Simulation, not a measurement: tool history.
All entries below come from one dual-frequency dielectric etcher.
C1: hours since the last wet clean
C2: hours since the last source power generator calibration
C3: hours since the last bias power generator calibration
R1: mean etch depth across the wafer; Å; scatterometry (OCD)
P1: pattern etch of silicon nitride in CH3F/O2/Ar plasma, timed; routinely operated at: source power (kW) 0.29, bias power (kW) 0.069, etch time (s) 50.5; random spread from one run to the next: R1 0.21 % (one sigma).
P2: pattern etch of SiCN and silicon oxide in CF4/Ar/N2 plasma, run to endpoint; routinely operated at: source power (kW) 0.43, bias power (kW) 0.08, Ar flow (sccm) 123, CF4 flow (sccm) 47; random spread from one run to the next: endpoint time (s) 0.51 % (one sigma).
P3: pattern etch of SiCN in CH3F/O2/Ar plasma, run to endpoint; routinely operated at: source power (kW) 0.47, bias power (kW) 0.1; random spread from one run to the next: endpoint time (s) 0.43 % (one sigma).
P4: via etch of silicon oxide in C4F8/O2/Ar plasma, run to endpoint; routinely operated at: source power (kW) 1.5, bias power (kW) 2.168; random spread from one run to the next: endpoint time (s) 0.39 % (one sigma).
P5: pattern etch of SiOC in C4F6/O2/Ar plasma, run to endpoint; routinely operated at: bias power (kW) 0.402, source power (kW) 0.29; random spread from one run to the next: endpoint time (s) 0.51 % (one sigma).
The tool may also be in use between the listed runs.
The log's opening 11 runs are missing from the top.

run 12 hour=66.7 | process_that_ran=P1 source_power_(kW)=0.29 bias_power_(kW)=0.069 etch_time_(s)=50.5 | C1=242.6 C2=1470.1 C3=44.3 | R1=304.61
run 13 hour=72.5 | process_that_ran=P2 source_power_(kW)=0.43 bias_power_(kW)=0.08 Ar_flow_(sccm)=123 CF4_flow_(sccm)=47 | C1=248.4 C2=1475.9 C3=50.1 | endpoint_time_(s)=11.293
run 14 hour=78.2 | process_that_ran=P5 source_power_(kW)=0.29 bias_power_(kW)=0.402 | C1=254.1 C2=1481.6 C3=55.8 | endpoint_time_(s)=11.748
run 15 hour=85.1 | process_that_ran=P1 source_power_(kW)=0.29 bias_power_(kW)=0.069 etch_time_(s)=50.5 | C1=261 C2=1488.5 C3=62.7 | R1=304.39
run 16 hour=92.5 | process_that_ran=P5 source_power_(kW)=0.29 bias_power_(kW)=0.255 | C1=268.4 C2=1495.9 C3=70.1 | endpoint_time_(s)=13.938
run 17 hour=98.9 | process_that_ran=P5 source_power_(kW)=0.2 bias_power_(kW)=0.402 | C1=274.8 C2=1502.3 C3=76.5 | endpoint_time_(s)=13.564
run 18 hour=105.7 | process_that_ran=P4 source_power_(kW)=2.11 bias_power_(kW)=2.168 | C1=281.6 C2=1509.1 C3=83.3 | endpoint_time_(s)=173.79
run 19 hour=110.8 | process_that_ran=P1 source_power_(kW)=0.23 bias_power_(kW)=0.069 etch_time_(s)=50.5 | C1=286.7 C2=1514.2 C3=88.4 | R1=278.87

Run 20 comes next. What will it give?
run 20 hour=115.9 | process_that_ran=P2 source_power_(kW)=0.43 bias_power_(kW)=0.08 Ar_flow_(sccm)=173 CF4_flow_(sccm)=47 | C1=291.8 C2=1519.3 C3=93.5 | endpoint_time_(s)=?

Run 20 came out at endpoint time (s) 11.912.

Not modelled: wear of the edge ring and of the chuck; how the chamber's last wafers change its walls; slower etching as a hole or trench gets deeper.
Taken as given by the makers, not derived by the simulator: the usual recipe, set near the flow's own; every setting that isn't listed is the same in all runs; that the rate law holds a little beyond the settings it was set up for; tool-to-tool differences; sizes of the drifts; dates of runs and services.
